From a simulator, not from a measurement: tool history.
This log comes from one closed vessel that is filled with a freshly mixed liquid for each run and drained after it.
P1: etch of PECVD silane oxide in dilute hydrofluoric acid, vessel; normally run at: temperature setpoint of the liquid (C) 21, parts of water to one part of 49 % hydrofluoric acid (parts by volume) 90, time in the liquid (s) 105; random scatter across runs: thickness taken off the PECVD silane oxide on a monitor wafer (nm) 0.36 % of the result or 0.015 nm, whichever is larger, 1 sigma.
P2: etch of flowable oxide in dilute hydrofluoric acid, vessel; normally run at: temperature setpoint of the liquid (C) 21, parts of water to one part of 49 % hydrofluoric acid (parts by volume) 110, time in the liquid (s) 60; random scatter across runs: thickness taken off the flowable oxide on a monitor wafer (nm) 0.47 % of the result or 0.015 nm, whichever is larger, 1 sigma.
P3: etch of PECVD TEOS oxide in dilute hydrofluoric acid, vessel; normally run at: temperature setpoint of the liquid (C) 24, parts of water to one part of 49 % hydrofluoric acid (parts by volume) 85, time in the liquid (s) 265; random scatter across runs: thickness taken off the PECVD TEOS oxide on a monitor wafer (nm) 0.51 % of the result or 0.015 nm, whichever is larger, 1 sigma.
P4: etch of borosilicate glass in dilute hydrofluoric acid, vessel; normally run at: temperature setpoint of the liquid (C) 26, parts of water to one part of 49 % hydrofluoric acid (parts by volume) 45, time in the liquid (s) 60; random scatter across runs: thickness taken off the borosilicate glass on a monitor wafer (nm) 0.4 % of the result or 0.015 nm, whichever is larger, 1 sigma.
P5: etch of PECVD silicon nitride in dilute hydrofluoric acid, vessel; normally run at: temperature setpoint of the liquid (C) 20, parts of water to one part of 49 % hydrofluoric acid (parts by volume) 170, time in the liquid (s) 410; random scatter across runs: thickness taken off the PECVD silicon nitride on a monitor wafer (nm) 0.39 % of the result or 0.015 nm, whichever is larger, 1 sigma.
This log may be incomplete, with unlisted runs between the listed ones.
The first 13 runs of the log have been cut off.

run,hour,process that ran,temperature setpoint of the liquid (C),parts of water to one part of 49 % hydrofluoric acid (parts by volume),time in the liquid (s),thickness taken off the PECVD silane oxide on a monitor wafer (nm),thickness taken off the flowable oxide on a monitor wafer (nm),thickness taken off the PECVD TEOS oxide on a monitor wafer (nm),thickness taken off the PECVD silicon nitride on a monitor wafer (nm),thickness taken off the borosilicate glass on a monitor wafer (nm)
14,150.8,P2,21,110,95,,15.824,,,
15,159.7,P1,17,90,150,44.584,,,,
16,173.7,P1,17,25,105,120.21,,,,
17,183.1,P3,24,85,265,,,32.4,,
18,196.2,P1,25.5,140,105,26.389,,,,
19,209,P3,24,85,265,,,32.782,,
20,220.9,P1,21,90,105,36.726,,,,
21,228.5,P4,31.5,45,60,,,,,78.209
22,238.8,P2,17,110,60,,8.3999,,,
23,250.2,P1,27.5,90,105,47.504,,,,
24,259.3,P5,20,170,410,,,,6.891,
25,268.6,P1,21,90,105,36.827,,,,
26,279.1,P1,21,40,105,87.659,,,,
27,288.1,P1,21,90,105,36.749,,,,
28,300.9,P5,20,170,30,,,,0.51487,
29,310,P5,24,170,410,,,,8.95,
30,316.7,P4,26,45,105,,,,,109.9
31,324.7,P4,26,20,60,,,,,145.87
32,333.3,P1,21,140,105,22.283,,,,

Estimate the outcome of run 33 from the log above:
33,339.5,P1,21,90,105,?,,,,

thickness taken off the PECVD silane oxide on a monitor wafer (nm): 36.875
